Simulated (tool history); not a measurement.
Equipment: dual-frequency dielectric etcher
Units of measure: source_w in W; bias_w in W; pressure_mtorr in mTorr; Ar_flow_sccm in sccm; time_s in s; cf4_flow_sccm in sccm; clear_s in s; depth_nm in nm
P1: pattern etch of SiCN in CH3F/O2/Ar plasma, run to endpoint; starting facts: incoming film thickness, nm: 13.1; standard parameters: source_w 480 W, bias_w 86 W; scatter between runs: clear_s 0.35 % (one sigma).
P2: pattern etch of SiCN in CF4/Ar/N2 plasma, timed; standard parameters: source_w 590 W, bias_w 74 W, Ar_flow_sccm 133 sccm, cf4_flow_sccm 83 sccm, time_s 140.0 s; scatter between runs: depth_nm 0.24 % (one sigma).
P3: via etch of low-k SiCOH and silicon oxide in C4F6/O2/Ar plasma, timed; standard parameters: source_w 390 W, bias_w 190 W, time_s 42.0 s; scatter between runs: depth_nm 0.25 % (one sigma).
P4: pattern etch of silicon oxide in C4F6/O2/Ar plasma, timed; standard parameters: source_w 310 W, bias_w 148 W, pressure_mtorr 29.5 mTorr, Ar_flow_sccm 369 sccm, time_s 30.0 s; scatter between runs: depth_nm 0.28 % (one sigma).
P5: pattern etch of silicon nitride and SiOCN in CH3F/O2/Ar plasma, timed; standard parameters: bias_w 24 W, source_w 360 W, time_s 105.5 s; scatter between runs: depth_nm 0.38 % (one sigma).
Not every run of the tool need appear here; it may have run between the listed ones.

run     day  process  source_w  bias_w  pressure_mtorr  Ar_flow_sccm  time_s  cf4_flow_sccm  hours since the last wet clean  hours since the last source power generator calibration  hours since the last bias power generator calibration  clear_s  depth_nm
  1   0.333       P1       480      86                                                                                157.4                                                   3020.0                                                 1504.0   31.448
  2   0.862       P1       480     117                                                                                170.1                                                   3032.7                                                 1516.7   28.196
  3   1.221       P1       670      86                                                                                178.7                                                   3041.3                                                 1525.3   27.736
  4   1.483       P4       310     148            41.5           369    30.0                                          185.0                                                   3047.6                                                 1531.6             77.026
  5   1.858       P2       590      74                           133   140.0             83                           194.0                                                   3056.6                                                 1540.6            156.180
  6   2.167       P1       330      86                                                                                201.4                                                   3064.0                                                 1548.0   35.829
  7   2.550       P2       590      74                           133   140.0             48                           210.6                                                   3073.2                                                 1557.2            142.010
  8   2.808       P1       590      58                                                                                216.8                                                   3079.4                                                 1563.4   33.130
  9   3.192       P3       390     190                                  24.5                                          226.0                                                   3088.6                                                 1572.6             56.739
 10   3.467       P5       480      24                                 105.5                                          232.6                                                   3095.2                                                 1579.2             16.100
 11   3.754       P1       480      86                                                                                239.5                                                   3102.1                                                 1586.1   31.358
      3.821  -- bias power generator calibrated
 12   4.171       P5       360      31                                 105.5                                          249.5                                                   3112.1                                                    8.4             16.465
 13   4.438       P4       310     148            29.5           369    18.0                                          255.9                                                   3118.5                                                   14.8             47.997
      4.758  -- source power generator calibrated
 14   4.950       P4       310     199            29.5           369    30.0                                          268.2                                                      4.6                                                   27.1             88.205
 15   5.358       P2       430      74                           133   140.0             83                           278.0                                                     14.4                                                   36.9            117.630
 16   5.779       P2       590      88                           133   140.0             83                           288.1                                                     24.5                                                   47.0            164.980
 17   6.029       P5       360      24                                 105.5                                          294.1                                                     30.5                                                   53.0             14.679
 18   6.350       P1       320      58                                                                                301.8                                                     38.2                                                   60.7   42.203
 19   6.667       P1       480      86                                                                                309.4                                                     45.8                                                   68.3   31.396
 20   7.125       P1       480      86                                                                                320.4                                                     56.8                                                   79.3   31.444
 21   7.617       P1       480      86                                                                                332.2                                                     68.6                                                   91.1   31.605
 22   8.079       P2       590      74                           133   205.0             83                           343.3                                                     79.7                                                  102.2            227.510
 23   8.583       P4       310     148            29.5           490    30.0                                          355.4                                                     91.8                                                  114.3             77.583
 24   8.979       P5       360      24                                 105.5                                          364.9                                                    101.3                                                  123.8             14.629
 25   9.396       P3       520     190                                  42.0                                          374.9                                                    111.3                                                  133.8            108.890
 26   9.638       P3       390     132                                  42.0                                          380.7                                                    117.1                                                  139.6             86.817
 27  10.146       P1       480      60                                                                                392.9                                                    129.3                                                  151.8   35.464
 28  10.608       P1       480      86                                                                                404.0                                                    140.4                                                  162.9   31.554
 29  10.912       P1       620      71                                                                                411.3                                                    147.7                                                  170.2   30.573
 30  11.279       P5       360      24                                 157.5                                          420.1                                                    156.5                                                  179.0             21.952
 31  11.550       P4       380     148            29.5           369    30.0                                          426.6                                                    163.0                                                  185.5             86.982
 32  11.896       P2       590      74                           159   140.0             83                           434.9                                                    171.3                                                  193.8            150.870
 33  12.342       P3       390     190                                  42.0                                          445.6                                                    182.0                                                  204.5             97.186
 34  12.633       P4       310     148            29.5           369    30.0                                          452.6                                                    189.0                                                  211.5             80.136

Forecast run 35:
 35  13.150       P1       480      86                                                                                465.0                                                    201.4                                                  223.9        ?

{"run 35": {"clear_s": 31.439}}

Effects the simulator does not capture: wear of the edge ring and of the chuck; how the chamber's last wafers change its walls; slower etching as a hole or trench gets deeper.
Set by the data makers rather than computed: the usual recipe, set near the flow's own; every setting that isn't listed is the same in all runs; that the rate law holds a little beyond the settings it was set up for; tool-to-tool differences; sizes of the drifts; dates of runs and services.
